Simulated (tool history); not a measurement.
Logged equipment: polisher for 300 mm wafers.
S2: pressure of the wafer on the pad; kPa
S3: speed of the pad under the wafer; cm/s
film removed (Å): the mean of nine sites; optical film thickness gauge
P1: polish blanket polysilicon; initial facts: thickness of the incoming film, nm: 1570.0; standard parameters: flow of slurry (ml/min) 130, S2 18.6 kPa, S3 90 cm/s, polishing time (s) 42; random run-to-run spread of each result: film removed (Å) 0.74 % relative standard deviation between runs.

Run 1, hour 17: flow of slurry (ml/min) 130, S2 18.6 kPa, S3 90 cm/s, polishing time (s) 42. Result: film removed (Å) 3085.6.
Run 2, hour 26.8: flow of slurry (ml/min) 130, S2 18.6 kPa, S3 90 cm/s, polishing time (s) 42. Result: film removed (Å) 3070.6.
Run 3, hour 40.8: flow of slurry (ml/min) 130, S2 26.2 kPa, S3 90 cm/s, polishing time (s) 42. Result: film removed (Å) 4319.4.
Run 4, hour 50.6: flow of slurry (ml/min) 190, S2 26.2 kPa, S3 90 cm/s, polishing time (s) 42. Result: film removed (Å) 4596.1.
Run 5, hour 60: flow of slurry (ml/min) 80, S2 18.6 kPa, S3 90 cm/s, polishing time (s) 42. Result: film removed (Å) 2711.3.
Run 6, hour 72.1: flow of slurry (ml/min) 130, S2 18.6 kPa, S3 90 cm/s, polishing time (s) 42. Result: film removed (Å) 3053.5.
Run 7, hour 88.3: flow of slurry (ml/min) 130, S2 18.6 kPa, S3 54 cm/s, polishing time (s) 42. Result: film removed (Å) 1842.1.
Run 8, hour 97.4: flow of slurry (ml/min) 130, S2 18.6 kPa, S3 90 cm/s, polishing time (s) 64. Result: film removed (Å) 4710.6.
Run 9, hour 113.3: flow of slurry (ml/min) 130, S2 18.6 kPa, S3 90 cm/s, polishing time (s) 42. Result: film removed (Å) 3078.5.
Run 10, hour 124.7: flow of slurry (ml/min) 130, S2 18.6 kPa, S3 90 cm/s, polishing time (s) 25. Result: film removed (Å) 1822.
Run 11, hour 138.5: flow of slurry (ml/min) 130, S2 18.6 kPa, S3 90 cm/s, polishing time (s) 42. Result: film removed (Å) 3090.
Run 12, hour 146.7: flow of slurry (ml/min) 130, S2 10.3 kPa, S3 90 cm/s, polishing time (s) 42. Result: film removed (Å) 1726.7.
Run 13, hour 156.3: flow of slurry (ml/min) 130, S2 18.6 kPa, S3 116 cm/s, polishing time (s) 42. Result: film removed (Å) 3927.6.
Run 14, hour 169.7: flow of slurry (ml/min) 200, S2 18.6 kPa, S3 90 cm/s, polishing time (s) 42. Result: film removed (Å) 3293.6.
Run 15, hour 178.9: flow of slurry (ml/min) 130, S2 18.6 kPa, S3 90 cm/s, polishing time (s) 42. Result: film removed (Å) 3095.
Run 16, hour 188.4: flow of slurry (ml/min) 170, S2 9 kPa, S3 90 cm/s, polishing time (s) 42. Result: film removed (Å) 1564.
Run 17, hour 199.9: flow of slurry (ml/min) 130, S2 18.6 kPa, S3 90 cm/s, polishing time (s) 42. Result: film removed (Å) 3076.9.
Run 18, hour 215.3: flow of slurry (ml/min) 130, S2 18.6 kPa, S3 90 cm/s, polishing time (s) 42. Result: film removed (Å) 2966.7.
Run 19, hour 224: flow of slurry (ml/min) 130, S2 18.6 kPa, S3 90 cm/s, polishing time (s) 42. Result: film removed (Å) 2923.3.
Run 20, hour 238.1: flow of slurry (ml/min) 130, S2 18.6 kPa, S3 90 cm/s, polishing time (s) 42. Result: film removed (Å) 2897.9.
At hour 249: head pressure recalibrated.
Run 21, hour 251.9: flow of slurry (ml/min) 130, S2 18.6 kPa, S3 90 cm/s, polishing time (s) 42. Result: film removed (Å) 2813.1.
Run 22, hour 268.9: flow of slurry (ml/min) 130, S2 18.6 kPa, S3 90 cm/s, polishing time (s) 42. Result: film removed (Å) 2795.5.
Run 23, hour 279.8: flow of slurry (ml/min) 130, S2 18.6 kPa, S3 90 cm/s, polishing time (s) 42. Result: film removed (Å) 2820.1.
Run 24, hour 293.4: flow of slurry (ml/min) 130, S2 18.6 kPa, S3 90 cm/s, polishing time (s) 42. Result: film removed (Å) 2820.4.
Run 25, hour 305.5: flow of slurry (ml/min) 130, S2 18.6 kPa, S3 90 cm/s, polishing time (s) 42. Result: film removed (Å) 2762.5.

What P1 gives has crept off from where it sat before. The 2 causes that follow fit the log equally well, each at the size noted:
A: removal rate lost through wear of the pad, % = 9.22
B: slurry flow missing at the pad, % = 33.4
The onset of the drift is placed at about hour 199.9.
What rules out each remaining cause:
head's pressure below its setpoint, %: serviced after onset, at hour 249, with no recovery of the prior output

Each of the check runs listed below is run on 5 wafers and reports their average, with the results left as question marks. Pick the one under which the possible causes would lead to clearly different results.
Run check 1, hour 317.6: flow of slurry (ml/min) 130, S2 18.6 kPa, S3 90 cm/s, polishing time (s) 59. Result: film removed (Å) ?.
Run check 2, hour 317.6: flow of slurry (ml/min) 130, S2 18.6 kPa, S3 56 cm/s, polishing time (s) 42. Result: film removed (Å) ?.
Run check 3, hour 317.6: flow of slurry (ml/min) 130, S2 18.6 kPa, S3 90 cm/s, polishing time (s) 64. Result: film removed (Å) ?.
Run check 4, hour 317.6: flow of slurry (ml/min) 190, S2 18.6 kPa, S3 64 cm/s, polishing time (s) 42. Result: film removed (Å) ?.

If the cause were each of the candidates in turn, the checks would give the following:
  check            result    if A    if B
check 1  film removed (Å)  3921.3  3921.6
check 2  film removed (Å)  1736.9    1737
check 3  film removed (Å)  4253.6  4253.9
check 4  film removed (Å)  2114.4  2174.9
Per-check spread between the two closest causes, in the result where they differ most: check 1 0.01 %; check 2 0.01 %; check 3 0.01 %; check 4 2.82 %
Only in check 4 would the causes give clearly different results; in the remaining checks their results would be nearly the same.

After running check 4, the following was obtained: film removed (Å) 2175.1. Which cause does this point to?

The correct cause is B, namely: slurry flow missing at the pad, %.
